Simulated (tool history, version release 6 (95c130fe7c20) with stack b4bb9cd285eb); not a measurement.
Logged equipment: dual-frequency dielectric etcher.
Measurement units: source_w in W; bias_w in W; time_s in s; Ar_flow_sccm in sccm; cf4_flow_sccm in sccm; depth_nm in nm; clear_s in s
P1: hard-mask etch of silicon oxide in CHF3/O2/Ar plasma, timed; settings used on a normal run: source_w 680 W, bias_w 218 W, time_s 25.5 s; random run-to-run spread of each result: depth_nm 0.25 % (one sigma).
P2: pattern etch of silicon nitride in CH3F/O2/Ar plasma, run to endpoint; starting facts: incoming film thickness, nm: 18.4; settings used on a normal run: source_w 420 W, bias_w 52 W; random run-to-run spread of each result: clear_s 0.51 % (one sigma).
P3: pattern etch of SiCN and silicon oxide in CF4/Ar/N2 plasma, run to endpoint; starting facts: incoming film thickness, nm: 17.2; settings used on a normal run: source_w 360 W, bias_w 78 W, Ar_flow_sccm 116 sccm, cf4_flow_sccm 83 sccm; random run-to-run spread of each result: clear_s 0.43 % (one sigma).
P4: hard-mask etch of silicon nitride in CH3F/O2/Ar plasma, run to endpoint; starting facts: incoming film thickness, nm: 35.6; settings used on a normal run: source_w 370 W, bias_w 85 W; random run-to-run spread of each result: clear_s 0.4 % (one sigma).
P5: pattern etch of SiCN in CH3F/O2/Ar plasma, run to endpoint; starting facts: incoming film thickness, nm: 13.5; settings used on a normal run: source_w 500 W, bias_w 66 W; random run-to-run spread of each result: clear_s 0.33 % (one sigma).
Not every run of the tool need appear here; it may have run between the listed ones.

{"run": 1, "hour": 5.3, "process": "P1", "source_w": 680, "bias_w": 218, "time_s": 25.5, "depth_nm": 54.857}
{"run": 2, "hour": 10.0, "process": "P3", "source_w": 360, "bias_w": 58, "Ar_flow_sccm": 116, "cf4_flow_sccm": 83, "clear_s": 26.216}
{"run": 3, "hour": 15.2, "process": "P5", "source_w": 500, "bias_w": 80, "clear_s": 32.995}
{"run": 4, "hour": 20.6, "process": "P2", "source_w": 420, "bias_w": 70, "clear_s": 25.712}
{"run": 5, "hour": 28.0, "process": "P2", "source_w": 290, "bias_w": 52, "clear_s": 33.406}
{"run": 6, "hour": 36.2, "process": "P1", "source_w": 680, "bias_w": 218, "time_s": 33.0, "depth_nm": 71.285}
{"run": 7, "hour": 43.1, "process": "P1", "source_w": 680, "bias_w": 218, "time_s": 25.5, "depth_nm": 55.044}
{"run": 8, "hour": 50.8, "process": "P1", "source_w": 920, "bias_w": 218, "time_s": 35.5, "depth_nm": 85.678}
{"run": 9, "hour": 56.0, "process": "P1", "source_w": 490, "bias_w": 280, "time_s": 25.5, "depth_nm": 53.118}
{"run": 10, "hour": 63.8, "process": "P1", "source_w": 680, "bias_w": 218, "time_s": 25.5, "depth_nm": 54.799}
{"run": 11, "hour": 70.3, "process": "P4", "source_w": 370, "bias_w": 58, "clear_s": 57.891}
{"run": 12, "hour": 74.3, "process": "P3", "source_w": 360, "bias_w": 78, "Ar_flow_sccm": 116, "cf4_flow_sccm": 51, "clear_s": 25.532}
{"run": 13, "hour": 78.7, "process": "P4", "source_w": 370, "bias_w": 85, "clear_s": 50.866}
{"hour": 82.6, "done": "bias power generator calibrated"}
{"run": 14, "hour": 87.0, "process": "P4", "source_w": 370, "bias_w": 85, "clear_s": 50.731}
{"run": 15, "hour": 92.6, "process": "P5", "source_w": 500, "bias_w": 66, "clear_s": 35.105}
{"run": 16, "hour": 96.3, "process": "P3", "source_w": 360, "bias_w": 78, "Ar_flow_sccm": 116, "cf4_flow_sccm": 83, "clear_s": 23.751}
{"run": 17, "hour": 100.4, "process": "P1", "source_w": 680, "bias_w": 218, "time_s": 25.5, "depth_nm": 54.926}
{"run": 18, "hour": 108.4, "process": "P4", "source_w": 240, "bias_w": 85, "clear_s": 59.904}
{"run": 19, "hour": 112.5, "process": "P3", "source_w": 360, "bias_w": 78, "Ar_flow_sccm": 158, "cf4_flow_sccm": 83, "clear_s": 24.637}
{"run": 20, "hour": 120.2, "process": "P1", "source_w": 680, "bias_w": 218, "time_s": 19.0, "depth_nm": 40.781}
{"run": 21, "hour": 124.0, "process": "P1", "source_w": 470, "bias_w": 218, "time_s": 25.5, "depth_nm": 47.893}
{"run": 22, "hour": 130.1, "process": "P5", "source_w": 660, "bias_w": 66, "clear_s": 31.648}
{"run": 23, "hour": 136.4, "process": "P1", "source_w": 680, "bias_w": 279, "time_s": 25.5, "depth_nm": 60.013}
{"run": 24, "hour": 143.8, "process": "P1", "source_w": 960, "bias_w": 218, "time_s": 25.5, "depth_nm": 62.703}
{"run": 25, "hour": 151.2, "process": "P1", "source_w": 680, "bias_w": 170, "time_s": 25.5, "depth_nm": 50.45}
{"run": 26, "hour": 155.2, "process": "P3", "source_w": 500, "bias_w": 78, "Ar_flow_sccm": 116, "cf4_flow_sccm": 83, "clear_s": 17.817}
{"run": 27, "hour": 160.0, "process": "P2", "source_w": 420, "bias_w": 52, "clear_s": 28.46}
{"run": 28, "hour": 164.4, "process": "P5", "source_w": 500, "bias_w": 66, "clear_s": 35.102}
{"run": 29, "hour": 169.9, "process": "P1", "source_w": 680, "bias_w": 218, "time_s": 25.5, "depth_nm": 55.132}
{"run": 30, "hour": 175.3, "process": "P1", "source_w": 680, "bias_w": 218, "time_s": 25.5, "depth_nm": 55.089}
{"run": 31, "hour": 180.7, "process": "P1", "source_w": 680, "bias_w": 218, "time_s": 25.5, "depth_nm": 54.757}
{"run": 32, "hour": 188.0, "process": "P1", "source_w": 680, "bias_w": 218, "time_s": 25.5, "depth_nm": 54.408}
{"run": 33, "hour": 193.6, "process": "P1", "source_w": 680, "bias_w": 218, "time_s": 25.5, "depth_nm": 54.308}
{"run": 34, "hour": 201.6, "process": "P1", "source_w": 680, "bias_w": 218, "time_s": 25.5, "depth_nm": 54.358}
{"hour": 202.3, "done": "wet clean of the chamber"}
{"run": 35, "hour": 207.0, "process": "P1", "source_w": 680, "bias_w": 218, "time_s": 25.5, "depth_nm": 54.189}
{"run": 36, "hour": 212.2, "process": "P1", "source_w": 680, "bias_w": 218, "time_s": 25.5, "depth_nm": 54.379}
{"run": 37, "hour": 219.9, "process": "P1", "source_w": 680, "bias_w": 218, "time_s": 25.5, "depth_nm": 54.428}
{"run": 38, "hour": 228.2, "process": "P1", "source_w": 680, "bias_w": 218, "time_s": 25.5, "depth_nm": 54.11}

Compared with where it was, what P1 gives has crept away. Each cause listed below fits the log as well as the rest, at the size given for it:
A: source power that arrives under what is set, % = 3.91
B: bias power that arrives under what is set, % = 4.29
The creep began at about hour 175.3.
Why every other cause is out:
chamber walls in a state that lowers the etch rate, %: its service at hour 202.3 followed the start of the drift and did not put the process back to its old value

Of the 4 check runs below, each run on 2 wafers with the results averaged and each result still a question mark, which one would tell the listed causes apart?
{"run": "check 1", "hour": 236.5, "process": "P4", "source_w": 260, "bias_w": 69, "clear_s": "?"}
{"run": "check 2", "hour": 236.5, "process": "P2", "source_w": 420, "bias_w": 65, "clear_s": "?"}
{"run": "check 3", "hour": 236.5, "process": "P5", "source_w": 500, "bias_w": 75, "clear_s": "?"}
{"run": "check 4", "hour": 236.5, "process": "P3", "source_w": 500, "bias_w": 60, "Ar_flow_sccm": 116, "cf4_flow_sccm": 83, "clear_s": "?"}

Predicted outcomes, by check and by cause:
check=check_1 result=clear_s if_A=63.414 if_B=63.433
check=check_2 result=clear_s if_A=27.088 if_B=27.069
check=check_3 result=clear_s if_A=34.087 if_B=34.096
check=check_4 result=clear_s if_A=20.117 if_B=19.689
Distance between the nearest two causes, measured in the result of the check that separates them most: check 1 0.03 %; check 2 0.07 %; check 3 0.03 %; check 4 2.15 %
Only check 4 tells the causes apart: in the others they would give nearly the same result.

Here is what check 4 returned: clear_s 19.696 s. Which cause is it?

It was cause B: bias power that arrives under what is set, %.
